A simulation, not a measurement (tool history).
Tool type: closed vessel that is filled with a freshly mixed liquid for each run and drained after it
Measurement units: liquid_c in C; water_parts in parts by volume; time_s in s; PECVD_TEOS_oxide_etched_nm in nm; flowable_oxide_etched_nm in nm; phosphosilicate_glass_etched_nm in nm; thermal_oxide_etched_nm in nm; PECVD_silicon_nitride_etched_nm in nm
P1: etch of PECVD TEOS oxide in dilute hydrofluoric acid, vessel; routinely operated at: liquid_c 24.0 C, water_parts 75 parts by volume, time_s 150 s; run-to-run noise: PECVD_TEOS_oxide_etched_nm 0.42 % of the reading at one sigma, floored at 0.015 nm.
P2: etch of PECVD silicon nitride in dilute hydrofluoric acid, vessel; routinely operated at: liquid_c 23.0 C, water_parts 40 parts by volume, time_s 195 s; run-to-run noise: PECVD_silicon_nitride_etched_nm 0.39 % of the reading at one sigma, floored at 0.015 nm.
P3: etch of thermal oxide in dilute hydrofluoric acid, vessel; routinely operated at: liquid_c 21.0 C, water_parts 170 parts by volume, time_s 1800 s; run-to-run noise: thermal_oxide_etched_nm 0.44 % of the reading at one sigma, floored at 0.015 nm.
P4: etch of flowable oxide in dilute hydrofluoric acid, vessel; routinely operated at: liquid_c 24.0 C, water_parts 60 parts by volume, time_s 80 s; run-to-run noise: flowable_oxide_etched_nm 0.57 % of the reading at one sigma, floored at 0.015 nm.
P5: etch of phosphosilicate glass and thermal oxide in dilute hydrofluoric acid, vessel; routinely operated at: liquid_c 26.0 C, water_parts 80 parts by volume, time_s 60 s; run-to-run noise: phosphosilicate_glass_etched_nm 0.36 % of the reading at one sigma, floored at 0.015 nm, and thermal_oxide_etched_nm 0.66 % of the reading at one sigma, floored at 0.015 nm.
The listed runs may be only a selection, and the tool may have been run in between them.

| run | hour | process | liquid_c | water_parts | time_s | hours since the thermometer was replaced | hours since the hydrofluoric acid flow meter was replaced | PECVD_TEOS_oxide_etched_nm | flowable_oxide_etched_nm | phosphosilicate_glass_etched_nm | thermal_oxide_etched_nm | PECVD_silicon_nitride_etched_nm |
|---|---|---|---|---|---|---|---|---|---|---|---|---|
| 1 | 5.4 | P1 | 24.0 | 75 | 150 | 567.3 | 813.5 | 22.5620 |  |  |  |  |
| 2 | 8.9 | P4 | 24.0 | 60 | 80 | 570.8 | 817.0 |  | 42.824 |  |  |  |
| 3 | 14.4 | P5 | 26.0 | 80 | 30 | 576.3 | 822.5 |  |  | 32.882 | 1.8918 |  |
| 4 | 19.2 | P1 | 24.0 | 75 | 150 | 581.1 | 827.3 | 22.6130 |  |  |  |  |
| 5 | 25.9 | P1 | 24.0 | 75 | 150 | 587.8 | 834.0 | 22.4030 |  |  |  |  |
| 6 | 29.8 | P1 | 30.5 | 75 | 150 | 591.7 | 837.9 | 28.9610 |  |  |  |  |
| 7 | 36.7 | P1 | 24.0 | 75 | 150 | 598.6 | 844.8 | 22.4250 |  |  |  |  |
|  | 43.3 | thermometer replaced |
| 8 | 43.8 | P1 | 24.0 | 75 | 150 | 0.5 | 851.9 | 22.5980 |  |  |  |  |
| 9 | 47.0 | P5 | 26.0 | 80 | 60 | 3.7 | 855.1 |  |  | 65.633 | 3.8620 |  |
| 10 | 51.4 | P2 | 23.0 | 40 | 350 | 8.1 | 859.5 |  |  |  |  | 18.2270 |
| 11 | 54.8 | P3 | 21.0 | 50 | 1800 | 11.5 | 862.9 |  |  |  | 159.1500 |  |
| 12 | 61.8 | P2 | 23.0 | 40 | 195 | 18.5 | 869.9 |  |  |  |  | 10.1860 |
| 13 | 65.5 | P1 | 27.5 | 45 | 150 | 22.2 | 873.6 | 44.7930 |  |  |  |  |
| 14 | 71.0 | P3 | 21.0 | 170 | 1800 | 27.7 | 879.1 |  |  |  | 40.9890 |  |
| 15 | 77.7 | P1 | 18.5 | 75 | 150 | 34.4 | 885.8 | 17.8320 |  |  |  |  |
| 16 | 80.8 | P1 | 24.0 | 115 | 70 | 37.5 | 888.9 | 6.4934 |  |  |  |  |
| 17 | 85.9 | P4 | 24.0 | 60 | 30 | 42.6 | 894.0 |  | 16.238 |  |  |  |
| 18 | 92.8 | P2 | 23.0 | 70 | 195 | 49.5 | 900.9 |  |  |  |  | 5.9097 |
| 19 | 97.5 | P1 | 24.0 | 35 | 255 | 54.2 | 905.6 | 86.7270 |  |  |  |  |
| 20 | 104.0 | P5 | 33.0 | 80 | 60 | 60.7 | 912.1 |  |  | 85.538 | 5.0198 |  |
| 21 | 107.4 | P4 | 24.0 | 60 | 80 | 64.1 | 915.5 |  | 43.244 |  |  |  |
| 22 | 112.6 | P2 | 17.0 | 40 | 195 | 69.3 | 920.7 |  |  |  |  | 6.7523 |
| 23 | 116.8 | P5 | 26.0 | 80 | 60 | 73.5 | 924.9 |  |  | 65.417 | 3.9069 |  |
| 24 | 122.5 | P1 | 24.0 | 75 | 70 | 79.2 | 930.6 | 10.4620 |  |  |  |  |
| 25 | 128.7 | P4 | 24.0 | 20 | 80 | 85.4 | 936.8 |  | 138.150 |  |  |  |
| 26 | 133.1 | P3 | 21.0 | 170 | 1800 | 89.8 | 941.2 |  |  |  | 40.9870 |  |
| 27 | 139.1 | P1 | 24.0 | 75 | 150 | 95.8 | 947.2 | 22.4900 |  |  |  |  |

Estimate the outcome of run 28 from the log above:
| 28 | 142.3 | P3 | 28.0 | 170 | 1800 | 99.0 | 950.4 |  |  |  | ? |  |

thermal_oxide_etched_nm: 53.2250 nm

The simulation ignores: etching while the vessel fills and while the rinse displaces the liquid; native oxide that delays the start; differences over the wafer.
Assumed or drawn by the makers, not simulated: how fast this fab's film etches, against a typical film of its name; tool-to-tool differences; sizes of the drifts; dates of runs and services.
